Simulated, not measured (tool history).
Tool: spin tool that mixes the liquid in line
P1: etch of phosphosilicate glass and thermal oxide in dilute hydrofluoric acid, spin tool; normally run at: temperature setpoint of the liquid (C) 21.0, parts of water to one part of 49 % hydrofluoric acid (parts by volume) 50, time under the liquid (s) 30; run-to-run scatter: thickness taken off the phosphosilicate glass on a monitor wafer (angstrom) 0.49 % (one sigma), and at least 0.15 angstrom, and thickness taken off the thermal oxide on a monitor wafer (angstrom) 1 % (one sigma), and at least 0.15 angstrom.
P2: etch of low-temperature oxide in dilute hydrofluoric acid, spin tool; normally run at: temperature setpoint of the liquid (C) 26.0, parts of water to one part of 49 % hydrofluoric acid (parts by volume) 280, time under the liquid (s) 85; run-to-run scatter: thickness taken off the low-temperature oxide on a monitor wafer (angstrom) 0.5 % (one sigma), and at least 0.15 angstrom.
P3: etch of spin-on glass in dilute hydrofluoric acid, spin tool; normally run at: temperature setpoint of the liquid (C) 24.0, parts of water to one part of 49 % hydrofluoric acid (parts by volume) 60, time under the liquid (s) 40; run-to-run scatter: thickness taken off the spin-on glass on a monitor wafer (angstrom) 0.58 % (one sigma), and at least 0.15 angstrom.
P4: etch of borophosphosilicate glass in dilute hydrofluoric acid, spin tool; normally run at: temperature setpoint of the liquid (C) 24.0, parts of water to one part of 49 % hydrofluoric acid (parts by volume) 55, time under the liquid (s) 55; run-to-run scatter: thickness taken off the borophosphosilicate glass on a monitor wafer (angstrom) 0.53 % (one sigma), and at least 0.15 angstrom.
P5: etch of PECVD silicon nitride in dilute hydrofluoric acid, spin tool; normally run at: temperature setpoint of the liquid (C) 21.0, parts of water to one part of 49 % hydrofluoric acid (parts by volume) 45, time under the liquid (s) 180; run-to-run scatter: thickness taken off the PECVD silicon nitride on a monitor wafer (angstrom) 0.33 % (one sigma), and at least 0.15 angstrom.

run,day,process that ran,temperature setpoint of the liquid (C),parts of water to one part of 49 % hydrofluoric acid (parts by volume),time under the liquid (s),hours since the thermometer was replaced,hours since the hydrofluoric acid flow meter was replaced,thickness taken off the phosphosilicate glass on a monitor wafer (angstrom),thickness taken off the thermal oxide on a monitor wafer (angstrom),thickness taken off the low-temperature oxide on a monitor wafer (angstrom),thickness taken off the PECVD silicon nitride on a monitor wafer (angstrom),thickness taken off the spin-on glass on a monitor wafer (angstrom),thickness taken off the borophosphosilicate glass on a monitor wafer (angstrom)
1,0.488,P1,21.0,50,30,231.5,235.5,639.41,26.1700,,,,
2,0.871,P1,21.0,50,30,240.7,244.7,639.98,26.6320,,,,
3,1.583,P2,18.5,280,85,257.8,261.8,,,37.166,,,
4,2.304,P1,21.0,50,30,275.1,279.1,644.14,25.6190,,,,
5,2.946,P5,21.0,30,180,290.5,294.5,,,,140.000,,
6,3.308,P3,24.0,30,40,299.2,303.2,,,,,610.19,
7,3.846,P1,21.0,50,30,312.1,316.1,637.25,26.2380,,,,
8,4.533,P4,24.0,55,55,328.6,332.6,,,,,,569.99
9,5.296,P4,32.0,55,55,346.9,350.9,,,,,,781.01
10,5.654,P2,26.0,280,35,355.5,359.5,,,19.637,,,
11,5.988,P3,24.0,60,40,363.5,367.5,,,,,289.74,
12,6.558,P1,26.5,50,30,377.2,381.2,809.03,32.5720,,,,
13,7.104,P2,26.0,115,85,390.3,394.3,,,141.020,,,
14,7.683,P5,21.0,45,180,404.2,408.2,,,,94.052,,
15,8.183,P1,17.0,50,30,416.2,420.2,541.99,22.4170,,,,
16,8.662,P2,26.0,280,85,427.7,431.7,,,48.400,,,
17,9.329,P4,24.0,55,110,443.7,447.7,,,,,,1142.40
18,9.950,P2,26.0,280,85,458.6,462.6,,,48.459,,,
19,10.650,P5,17.0,45,180,475.4,479.4,,,,71.586,,
20,11.271,P4,24.0,90,55,490.3,494.3,,,,,,332.75
21,11.938,P4,24.0,55,55,506.3,510.3,,,,,,569.98
22,12.571,P3,24.0,60,60,521.5,525.5,,,,,440.61,
23,12.933,P1,21.0,50,15,530.2,534.2,317.84,13.2070,,,,
24,13.379,P1,21.0,80,30,540.9,544.9,386.56,15.9850,,,,
25,13.875,P1,21.0,50,60,552.8,556.8,1283.40,53.6280,,,,
26,14.388,P5,21.0,45,325,565.1,569.1,,,,170.410,,
27,15.104,P1,21.0,70,15,582.3,586.3,221.26,9.0358,,,,
28,15.471,P1,21.0,20,30,591.1,595.1,1664.90,67.2120,,,,
29,15.912,P1,21.0,50,30,601.7,605.7,645.34,25.9920,,,,
30,16.246,P3,20.0,60,40,609.7,613.7,,,,,249.12,
31,16.767,P1,21.0,50,30,622.2,626.2,637.64,26.1380,,,,
32,17.104,P1,21.0,50,30,630.3,634.3,626.19,26.0440,,,,
33,17.542,P1,21.0,50,30,640.8,644.8,625.19,26.0590,,,,
34,18.133,P1,21.0,50,30,655.0,659.0,613.18,25.4630,,,,
35,18.771,P1,21.0,50,30,670.3,674.3,603.24,25.0020,,,,
36,19.362,P1,21.0,50,30,684.5,688.5,600.82,24.7660,,,,
37,19.979,P1,21.0,50,30,699.3,703.3,590.76,24.5910,,,,
38,20.604,P1,21.0,50,30,714.3,718.3,592.38,24.8710,,,,
39,21.338,P1,21.0,50,30,731.9,735.9,588.52,24.5250,,,,
40,22.100,P1,21.0,50,30,750.2,754.2,594.18,24.8280,,,,
41,22.512,P1,21.0,50,30,760.1,764.1,586.48,24.2720,,,,
42,22.867,P1,21.0,50,30,768.6,772.6,588.42,24.2320,,,,

What P1 gives has crept away from where it was. These 2 causes fit the log equally well, each at the size given:
A: hydrofluoric acid flow below the setpoint (%) = 6.99
B: liquid colder than its thermometer reads (K) = 1.82
The creep began at about day 16.767.

4 check runs are offered, one wafer each, their results left as question marks. Which one tells the causes apart?
check 1,23.221,P2,19.5,140,85,,,,,?,,,
check 2,23.221,P4,29.5,55,95,,,,,,,,?
check 3,23.221,P5,21.0,45,325,,,,,,?,,
check 4,23.221,P3,24.0,30,40,,,,,,,?,

What each check would give under each cause:
check,result,if A,if B
check 1,thickness taken off the low-temperature oxide on a monitor wafer (angstrom),80.577,81.343
check 2,thickness taken off the borophosphosilicate glass on a monitor wafer (angstrom),1137.60,1145.20
check 3,thickness taken off the PECVD silicon nitride on a monitor wafer (angstrom),158.580,149.920
check 4,thickness taken off the spin-on glass on a monitor wafer (angstrom),563.86,563.12
How far apart the two closest causes lie, in the result that separates them most: check 1 0.95 %; check 2 0.67 %; check 3 5.62 %; check 4 0.13 %
Check 3 tells the causes apart: in the others they would give nearly the same result.

Then check 3 was run and gave: thickness taken off the PECVD silicon nitride on a monitor wafer (angstrom) 159.690. Which cause is it?

It is A: hydrofluoric acid flow below the setpoint (%).
